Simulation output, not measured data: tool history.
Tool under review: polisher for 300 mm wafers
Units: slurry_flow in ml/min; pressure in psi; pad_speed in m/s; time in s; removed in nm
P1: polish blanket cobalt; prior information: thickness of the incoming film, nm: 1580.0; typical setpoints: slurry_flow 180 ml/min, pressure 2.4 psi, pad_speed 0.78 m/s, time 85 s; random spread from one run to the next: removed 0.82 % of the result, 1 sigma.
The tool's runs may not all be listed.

run   hour  slurry_flow  pressure  pad_speed  time  removed
  1    7.3          180       2.4       0.78    85   333.90
  2   12.4          180       2.4       0.78    85   336.48
  3   17.3          180       2.4       0.78    85   340.27
  4   22.3          180       2.4       0.78    38   150.60
  5   28.0          180       2.4       0.78    85   341.39
  6   35.3          110       2.4       0.78    85   303.02
  7   41.6          180       1.2       0.78    85   167.87
  8   46.1          180       2.4       0.78   127   505.13
  9   55.1          180       2.4       1.12    85   489.38
 10   63.1          180       2.4       0.78    85   334.44
 11   68.4          180       2.4       1.16    40   235.23
 12   73.4          250       3.1       0.78    85   452.24
 13   81.7          135       2.4       0.46    85   190.60
 14   86.7          180       2.4       0.36    85   154.97
 15   91.3          235       2.4       0.78    85   348.69
 16  100.1          180       2.4       0.78    85   332.90
 17  106.7          180       3.2       0.78    85   448.45
 18  111.0          180       2.4       0.78    85   337.47
 19  120.2          180       2.4       0.78    85   329.79
 20  125.5          180       2.4       0.78    85   323.21
 21  132.3          180       2.4       0.78    85   316.94
 22  138.7          180       2.4       0.78    85   318.06
     142.1  -- worn pad replaced by a new one
 23  145.8          180       2.4       0.78    85   319.54
 24  152.0          180       2.4       0.78    85   317.02
 25  157.2          180       2.4       0.78    85   313.19

The output of P1 has drifted from where it used to be. Each of the 2 causes below, taken at the size shown beside it, accounts for the log equally well:
A: slurry flow missing at the pad, % = 30.9
B: head's pressure below its setpoint, % = 6.23
The drift started at roughly hour 111.0.
Every other cause this tool's parts could produce, and why it does not fit the log:
removal rate lost through wear of the pad, %: was serviced at hour 142.1, once the creep was under way, yet the earlier output never came back

Consider the 4 check runs below, whose results appear as question marks and each of which averages 3 wafers. Which one distinguishes the causes, in that each cause would give it a clearly different result?
check 1  162.4          180       2.4       0.36    85        ?
check 2  162.4          110       3.2       0.78    85        ?
check 3  162.4          180       2.4       1.08    38        ?
check 4  162.4          180       2.4       0.96   124        ?

Expected result of each check under each candidate cause:
  check   result    if A    if B
check 1  removed  146.37  146.36
check 2  removed  372.63  386.09
check 3  removed  196.31  196.29
check 4  removed  569.41  569.35
Separation of the two closest causes in each check, using whichever result separates them best: check 1 0.01 %; check 2 3.55 %; check 3 0.01 %; check 4 0.01 %
Only in check 2 would the causes give clearly different results; in the remaining checks their results would be nearly the same.

After running check 2, the following was obtained: removed 387.93 nm. Which cause does this point to?

It was cause B: head's pressure below its setpoint, %.

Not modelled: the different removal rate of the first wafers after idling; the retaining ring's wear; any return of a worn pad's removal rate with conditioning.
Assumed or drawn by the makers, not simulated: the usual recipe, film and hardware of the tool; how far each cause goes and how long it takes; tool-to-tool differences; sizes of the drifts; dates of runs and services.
